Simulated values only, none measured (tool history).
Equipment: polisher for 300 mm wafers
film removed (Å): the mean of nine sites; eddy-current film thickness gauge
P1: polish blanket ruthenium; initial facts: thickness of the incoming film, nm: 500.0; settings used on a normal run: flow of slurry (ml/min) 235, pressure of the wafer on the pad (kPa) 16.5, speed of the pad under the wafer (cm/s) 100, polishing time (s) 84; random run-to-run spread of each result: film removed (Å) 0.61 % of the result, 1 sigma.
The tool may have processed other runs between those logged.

run,hour,flow of slurry (ml/min),pressure of the wafer on the pad (kPa),speed of the pad under the wafer (cm/s),polishing time (s),wafers polished on this pad,hours since the slurry nozzle was cleaned,hours since the head pressure was calibrated,film removed (Å)
1,9.0,235,16.5,100,84,710,497.1,415.0,1035.90
2,21.4,235,16.5,100,84,856,509.5,427.4,1023.70
3,33.2,145,16.5,100,84,994,521.3,439.2,961.55
4,50.6,235,16.5,100,84,1198,538.7,456.6,1016.30
5,58.9,235,16.5,46,84,1296,547.0,464.9,466.80
6,68.7,235,16.5,136,84,1411,556.8,474.7,1390.70
7,80.7,235,10.3,100,84,1552,568.8,486.7,639.96
8,89.7,235,16.5,100,84,1657,577.8,495.7,1021.30
9,103.1,235,16.5,100,84,1814,591.2,509.1,1021.30
10,113.1,235,16.5,100,118,1932,601.2,519.1,1420.10
11,123.6,305,11.7,100,84,2055,611.7,529.6,746.06
12,131.7,235,24.1,100,84,2150,619.8,537.7,1496.20
13,147.3,235,16.5,100,38,2333,635.4,553.3,454.43
14,157.5,235,16.5,100,84,2453,645.6,563.5,1020.40
15,165.9,370,16.5,100,84,2551,654.0,571.9,1067.40
16,173.6,235,16.5,100,84,2642,661.7,579.6,1016.00
17,189.2,235,16.5,100,84,2825,677.3,595.2,996.34
18,203.7,235,16.5,100,84,2995,691.8,609.7,982.85
19,215.7,235,16.5,100,84,3136,703.8,621.7,974.80
# hour 223.2: worn pad replaced by a new one
20,233.0,235,16.5,100,84,115,721.1,639.0,961.42
21,245.4,235,16.5,100,84,261,733.5,651.4,946.79
22,258.7,235,16.5,100,84,417,746.8,664.7,955.41
23,271.8,235,16.5,100,84,570,759.9,677.8,958.94

What P1 gives has crept away from where it was. These 2 causes fit the log equally well, each at the size given:
A: slurry flow missing at the pad, % = 36.8
B: head's pressure below its setpoint, % = 6.28
Creep in the process output first set in at about hour 173.6.
Each remaining cause and why it is not a fit:
removal rate lost through wear of the pad, %: serviced at hour 223.2, which brought nothing back

Which of the check runs below tells the causes apart, meaning the causes would give it clearly different results? Each run uses 3 wafers whose results are averaged, and each result is shown as a question mark.
check 1,284.9,235,22.1,100,46,,,,?
check 2,284.9,235,16.5,54,60,,,,?
check 3,284.9,235,20.0,100,84,,,,?
check 4,284.9,160,16.5,68,84,,,,?

If the cause were each of the candidates in turn, the checks would give the following:
check,result,if A,if B
check 1,film removed (Å),697.61,697.57
check 2,film removed (Å),368.52,368.50
check 3,film removed (Å),1154.50,1154.40
check 4,film removed (Å),599.83,616.54
Minimum pairwise separation of causes per check, each pair taken at its best-separating result: check 1 0.01 %; check 2 0.01 %; check 3 0.01 %; check 4 2.75 %
The other checks would show nearly matching results whichever cause is true, so check 4 is the only one that separates the causes.

Here is what check 4 returned: film removed (Å) 599.79. Which cause is it?

The correct cause is A, namely: slurry flow missing at the pad, %.
